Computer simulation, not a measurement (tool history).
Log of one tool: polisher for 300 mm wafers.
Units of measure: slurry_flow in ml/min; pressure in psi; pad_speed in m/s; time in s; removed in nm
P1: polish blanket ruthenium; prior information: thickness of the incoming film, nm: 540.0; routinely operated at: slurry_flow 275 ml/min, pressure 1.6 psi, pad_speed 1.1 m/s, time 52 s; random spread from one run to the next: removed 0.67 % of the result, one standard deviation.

run 1 day=0.121 | slurry_flow=275 pressure=1.6 pad_speed=1.1 time=52 | removed=58.652
run 2 day=0.321 | slurry_flow=275 pressure=2.2 pad_speed=1.1 time=52 | removed=80.317
run 3 day=0.488 | slurry_flow=275 pressure=1.6 pad_speed=1.1 time=52 | removed=57.66
run 4 day=0.712 | slurry_flow=275 pressure=1.6 pad_speed=1.1 time=52 | removed=58.155
run 5 day=0.858 | slurry_flow=275 pressure=1.6 pad_speed=1.1 time=78 | removed=86.506
run 6 day=1.021 | slurry_flow=275 pressure=1.6 pad_speed=1.72 time=52 | removed=91.462
run 7 day=1.204 | slurry_flow=275 pressure=1.2 pad_speed=1.1 time=29 | removed=24.342
run 8 day=1.362 | slurry_flow=275 pressure=1.6 pad_speed=1.1 time=52 | removed=58.02
-- day=1.429 head pressure recalibrated
run 9 day=1.579 | slurry_flow=275 pressure=1.6 pad_speed=1.1 time=52 | removed=58.227
run 10 day=1.838 | slurry_flow=275 pressure=1.6 pad_speed=0.5 time=52 | removed=26.663
run 11 day=2.075 | slurry_flow=275 pressure=1.6 pad_speed=1.1 time=24 | removed=26.946
run 12 day=2.329 | slurry_flow=275 pressure=0.7 pad_speed=1.1 time=52 | removed=25.728
run 13 day=2.488 | slurry_flow=165 pressure=1.6 pad_speed=1.1 time=52 | removed=54.162
run 14 day=2.671 | slurry_flow=405 pressure=1.6 pad_speed=1.1 time=52 | removed=60.634
run 15 day=2.862 | slurry_flow=275 pressure=1.6 pad_speed=1.1 time=52 | removed=57.757
run 16 day=3.129 | slurry_flow=275 pressure=1.6 pad_speed=1.1 time=52 | removed=58.539
run 17 day=3.279 | slurry_flow=275 pressure=1.6 pad_speed=1.1 time=52 | removed=57.886
run 18 day=3.45 | slurry_flow=275 pressure=1.6 pad_speed=1.1 time=52 | removed=57.414
run 19 day=3.662 | slurry_flow=275 pressure=1.6 pad_speed=1.1 time=52 | removed=56.688
run 20 day=3.825 | slurry_flow=275 pressure=1.6 pad_speed=1.1 time=52 | removed=56.548
run 21 day=4.058 | slurry_flow=275 pressure=1.6 pad_speed=1.1 time=52 | removed=55.837
run 22 day=4.312 | slurry_flow=275 pressure=1.6 pad_speed=1.1 time=52 | removed=55.622
run 23 day=4.433 | slurry_flow=275 pressure=1.6 pad_speed=1.1 time=52 | removed=55.513
run 24 day=4.688 | slurry_flow=275 pressure=1.6 pad_speed=1.1 time=52 | removed=55.445
-- day=4.733 worn pad replaced by a new one
run 25 day=4.912 | slurry_flow=275 pressure=1.6 pad_speed=1.1 time=52 | removed=55.061
run 26 day=5.058 | slurry_flow=275 pressure=1.6 pad_speed=1.1 time=52 | removed=55.504
run 27 day=5.229 | slurry_flow=275 pressure=1.6 pad_speed=1.1 time=52 | removed=55.426

Something has made what P1 gives creep away from where it was; the 2 causes below, each at its own stated size, fit the log equally well:
A: head's pressure below its setpoint, % = 5.23
B: slurry flow missing at the pad, % = 35.7
Onset of the creep was near day 3.279.
Why every other cause is out:
removal rate lost through wear of the pad, %: maintenance at day 4.733, after the shift began, did not return the process to its former output

4 check runs are offered, each on 5 wafers whose results are averaged, their results left as question marks. Which one tells the causes apart?
run check 1 day=5.4 | slurry_flow=275 pressure=0.7 pad_speed=1.1 time=26 | removed=?
run check 2 day=5.4 | slurry_flow=275 pressure=1.6 pad_speed=1.66 time=28 | removed=?
run check 3 day=5.4 | slurry_flow=275 pressure=1.6 pad_speed=0.72 time=52 | removed=?
run check 4 day=5.4 | slurry_flow=185 pressure=1.6 pad_speed=1.1 time=25 | removed=?

Outcome of each check run for each possible cause:
check=check_1 result=removed if_A=12.066 if_B=12.065
check=check_2 result=removed if_A=44.82 if_B=44.817
check=check_3 result=removed if_A=36.103 if_B=36.101
check=check_4 result=removed if_A=25.296 if_B=24.693
Per check, the gap between the least separated pair of causes, taken in the result that splits them most: check 1 0 %; check 2 0 %; check 3 0 %; check 4 2.41 %
Check 4 distinguishes between the causes, while the remaining checks would return nearly the same result for all of them.

Then check 4 was run and gave: removed 24.719 nm. Which cause is it?

It is B: slurry flow missing at the pad, %.

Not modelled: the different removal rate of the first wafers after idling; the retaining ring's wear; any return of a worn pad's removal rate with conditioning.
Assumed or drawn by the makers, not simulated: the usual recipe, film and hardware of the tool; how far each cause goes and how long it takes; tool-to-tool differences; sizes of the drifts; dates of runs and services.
